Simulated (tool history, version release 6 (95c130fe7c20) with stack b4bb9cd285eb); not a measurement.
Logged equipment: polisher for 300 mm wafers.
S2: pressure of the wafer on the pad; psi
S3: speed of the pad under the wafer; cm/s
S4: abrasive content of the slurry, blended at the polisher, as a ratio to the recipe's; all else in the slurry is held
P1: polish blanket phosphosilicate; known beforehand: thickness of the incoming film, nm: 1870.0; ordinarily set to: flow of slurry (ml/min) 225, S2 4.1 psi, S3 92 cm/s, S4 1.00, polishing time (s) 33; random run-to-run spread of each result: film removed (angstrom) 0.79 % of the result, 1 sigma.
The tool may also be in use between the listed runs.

{"run": 1, "hour": 9.0, "flow of slurry (ml/min)": 225, "S2": 4.1, "S3": 92, "S4": 1.0, "polishing time (s)": 33, "film removed (angstrom)": 3328.4}
{"run": 2, "hour": 22.2, "flow of slurry (ml/min)": 225, "S2": 4.1, "S3": 92, "S4": 1.0, "polishing time (s)": 33, "film removed (angstrom)": 3333.1}
{"run": 3, "hour": 31.8, "flow of slurry (ml/min)": 225, "S2": 4.1, "S3": 92, "S4": 1.0, "polishing time (s)": 43, "film removed (angstrom)": 4421.0}
{"run": 4, "hour": 40.1, "flow of slurry (ml/min)": 225, "S2": 4.1, "S3": 92, "S4": 0.5, "polishing time (s)": 33, "film removed (angstrom)": 2285.4}
{"run": 5, "hour": 46.5, "flow of slurry (ml/min)": 225, "S2": 4.1, "S3": 92, "S4": 1.0, "polishing time (s)": 33, "film removed (angstrom)": 3310.3}
{"hour": 58.1, "done": "head pressure recalibrated"}
{"run": 6, "hour": 60.4, "flow of slurry (ml/min)": 225, "S2": 4.1, "S3": 44, "S4": 1.0, "polishing time (s)": 33, "film removed (angstrom)": 1855.4}
{"run": 7, "hour": 71.4, "flow of slurry (ml/min)": 355, "S2": 4.1, "S3": 92, "S4": 1.0, "polishing time (s)": 33, "film removed (angstrom)": 3482.2}
{"run": 8, "hour": 81.6, "flow of slurry (ml/min)": 225, "S2": 4.1, "S3": 92, "S4": 1.0, "polishing time (s)": 33, "film removed (angstrom)": 3305.8}
{"run": 9, "hour": 94.8, "flow of slurry (ml/min)": 225, "S2": 4.1, "S3": 92, "S4": 1.35, "polishing time (s)": 33, "film removed (angstrom)": 3756.2}
{"run": 10, "hour": 108.8, "flow of slurry (ml/min)": 225, "S2": 2.4, "S3": 92, "S4": 1.0, "polishing time (s)": 24, "film removed (angstrom)": 1418.5}
{"run": 11, "hour": 122.4, "flow of slurry (ml/min)": 225, "S2": 4.1, "S3": 92, "S4": 1.0, "polishing time (s)": 33, "film removed (angstrom)": 3365.1}
{"run": 12, "hour": 131.0, "flow of slurry (ml/min)": 140, "S2": 4.1, "S3": 92, "S4": 1.0, "polishing time (s)": 44, "film removed (angstrom)": 4176.9}
{"run": 13, "hour": 143.4, "flow of slurry (ml/min)": 225, "S2": 4.1, "S3": 60, "S4": 0.55, "polishing time (s)": 33, "film removed (angstrom)": 1730.5}
{"run": 14, "hour": 156.4, "flow of slurry (ml/min)": 225, "S2": 4.1, "S3": 142, "S4": 1.0, "polishing time (s)": 33, "film removed (angstrom)": 4720.3}
{"run": 15, "hour": 166.7, "flow of slurry (ml/min)": 225, "S2": 2.9, "S3": 92, "S4": 1.0, "polishing time (s)": 33, "film removed (angstrom)": 2340.5}
{"run": 16, "hour": 175.3, "flow of slurry (ml/min)": 225, "S2": 5.7, "S3": 92, "S4": 1.0, "polishing time (s)": 33, "film removed (angstrom)": 4667.2}
{"run": 17, "hour": 182.2, "flow of slurry (ml/min)": 225, "S2": 4.1, "S3": 92, "S4": 1.0, "polishing time (s)": 24, "film removed (angstrom)": 2442.8}

Estimate the outcome of run 18 from the log above:
{"run": 18, "hour": 191.7, "flow of slurry (ml/min)": 135, "S2": 4.1, "S3": 92, "S4": 1.0, "polishing time (s)": 33, "film removed (angstrom)": "?"}

film removed (angstrom): 3082.9

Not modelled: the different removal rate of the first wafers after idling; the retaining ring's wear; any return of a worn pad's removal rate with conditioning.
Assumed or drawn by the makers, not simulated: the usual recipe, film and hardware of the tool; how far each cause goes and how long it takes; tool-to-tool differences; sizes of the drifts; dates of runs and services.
